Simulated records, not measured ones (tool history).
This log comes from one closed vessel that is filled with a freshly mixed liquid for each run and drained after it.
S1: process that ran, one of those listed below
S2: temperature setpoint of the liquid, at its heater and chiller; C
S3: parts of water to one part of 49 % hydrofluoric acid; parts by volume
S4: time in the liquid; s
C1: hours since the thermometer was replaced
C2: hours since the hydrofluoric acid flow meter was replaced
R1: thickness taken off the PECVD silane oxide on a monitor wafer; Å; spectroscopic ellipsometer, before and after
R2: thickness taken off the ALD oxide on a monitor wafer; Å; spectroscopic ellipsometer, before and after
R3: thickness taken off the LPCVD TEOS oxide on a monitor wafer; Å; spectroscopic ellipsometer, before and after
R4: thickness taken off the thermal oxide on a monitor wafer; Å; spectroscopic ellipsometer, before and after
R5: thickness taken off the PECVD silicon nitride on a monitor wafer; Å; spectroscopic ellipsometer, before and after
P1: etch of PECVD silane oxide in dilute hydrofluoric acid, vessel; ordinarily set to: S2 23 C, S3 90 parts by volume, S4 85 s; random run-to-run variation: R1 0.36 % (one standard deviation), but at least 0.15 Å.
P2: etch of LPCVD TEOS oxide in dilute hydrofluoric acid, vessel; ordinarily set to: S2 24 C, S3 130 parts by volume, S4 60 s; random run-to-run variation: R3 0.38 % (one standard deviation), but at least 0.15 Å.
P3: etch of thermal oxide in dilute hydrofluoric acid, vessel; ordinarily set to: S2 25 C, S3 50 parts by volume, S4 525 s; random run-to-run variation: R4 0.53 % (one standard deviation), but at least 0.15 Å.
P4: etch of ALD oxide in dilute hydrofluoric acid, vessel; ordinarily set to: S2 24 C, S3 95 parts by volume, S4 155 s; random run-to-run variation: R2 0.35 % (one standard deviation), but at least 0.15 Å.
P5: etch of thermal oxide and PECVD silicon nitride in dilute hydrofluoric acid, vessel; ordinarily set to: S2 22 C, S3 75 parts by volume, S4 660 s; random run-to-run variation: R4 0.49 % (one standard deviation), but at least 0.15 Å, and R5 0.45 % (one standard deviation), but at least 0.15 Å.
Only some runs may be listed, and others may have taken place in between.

run	hour	S1	S2	S3	S4	C1	C2	R1	R2	R3	R4	R5
1	13.6	P1	23	90	85	413.4	167.4	192.79				
2	29.1	P4	20.5	95	155	428.9	182.9		225.91			
3	37.8	P1	23	90	85	437.6	191.6	192.04				
4	51.4	P4	24	95	155	451.2	205.2		259.89			
5	62.4	P1	23	60	85	462.2	216.2	299.21				
6	74.7	P1	23	90	30	474.5	228.5	67.52				
7	83.2	P2	20	130	60	483	237			80.054		
8	93.2	P1	31	90	85	493	247	262.39				
9	105.9	P5	22	75	370	505.7	259.7				223.43	245.62
10	122.1	P1	23	90	85	521.9	275.9	191.88				
11	139.4	P3	25	50	80	539.2	293.2				82.433	
12	154	P1	23	135	85	553.8	307.8	121.73				
13	164.4	P2	24	130	115	564.2	318.2			179.34		
14	172.6	P3	25	50	525	572.4	326.4				535.15	
15	183	P1	23	90	85	582.8	336.8	192.02				
16	192.1	P2	24	130	60	591.9	345.9			93.639		
17	203.8	P5	17	75	660	603.6	357.6				322.06	310.55
18	219	P1	23	50	145	618.8	372.8	620.75				
19	233.7	P1	23	90	165	633.5	387.5	373.25				
20	243.5	P1	19.5	90	85	643.3	397.3	166.01				
21	261.3	P2	24	130	60	661.1	415.1			93.117		
22	275	P2	24	180	60	674.8	428.8			64.305		
23	289	P3	25	20	525	688.8	442.8				1392.2	
24	303	P3	17	50	525	702.8	456.8				381.4	
25	319.5	P4	24	95	40	719.3	473.3		67.409			
# hour 326.8: hydrofluoric acid flow meter replaced
26	329.9	P4	24	160	155	729.7	3.1		142.84			
27	347	P5	22	110	660	746.8	20.2				260.99	300.28
28	363.7	P5	22	75	660	763.5	36.9				398.51	438.62
29	377.5	P5	22	75	660	777.3	50.7				399.23	438.18
30	385.6	P3	25	50	525	785.4	58.8				537.25	
31	393.7	P1	23	90	85	793.5	66.9	191.87				
32	402.4	P1	23	90	85	802.2	75.6	196.91				
33	416.5	P1	23	90	85	816.3	89.7	202.42				
34	431.3	P1	23	90	85	831.1	104.5	204.7				
35	443.1	P1	23	90	85	842.9	116.3	204.46				
36	457.6	P1	23	90	85	857.4	130.8	205.15				
37	466.8	P1	23	90	85	866.6	140	204.52				

The log shows P1 creeping away from where it was. Any of the 2 causes listed here, at the size stated for it, fits the log just as well as the others:
A: hydrofluoric acid flow above the setpoint (%) = 6.4
B: liquid hotter than its thermometer reads (K) = 1.72
The onset of the drift is placed at about hour 393.7.

Of the 4 check runs listed below, each run on one wafer and each result written as a question mark, which would let you distinguish the listed causes because they would give clearly different results?
check 1	476	P2	24	130	60					?		
check 2	476	P4	24	95	155				?			
check 3	476	P3	25	50	525						?	
check 4	476	P5	22	75	660						?	?

Check results expected under each cause:
check	result	if A	if B
check 1	R3	100.62	100.1
check 2	R2	278.03	277.69
check 3	R4	571.93	573.98
check 4	R4	425.78	426.88
check 4	R5	465.97	492.26
Distance between the nearest two causes, measured in the result of the check that separates them most: check 1 0.52 %; check 2 0.12 %; check 3 0.36 %; check 4 5.49 %
Only in check 4 would the causes give clearly different results; in the remaining checks their results would be nearly the same.

Check 4 has now been run. It gave: R4 428.03 Å; R5 492.78 Å. Which of the candidate causes is it?

The correct cause is B, namely: liquid hotter than its thermometer reads (K).
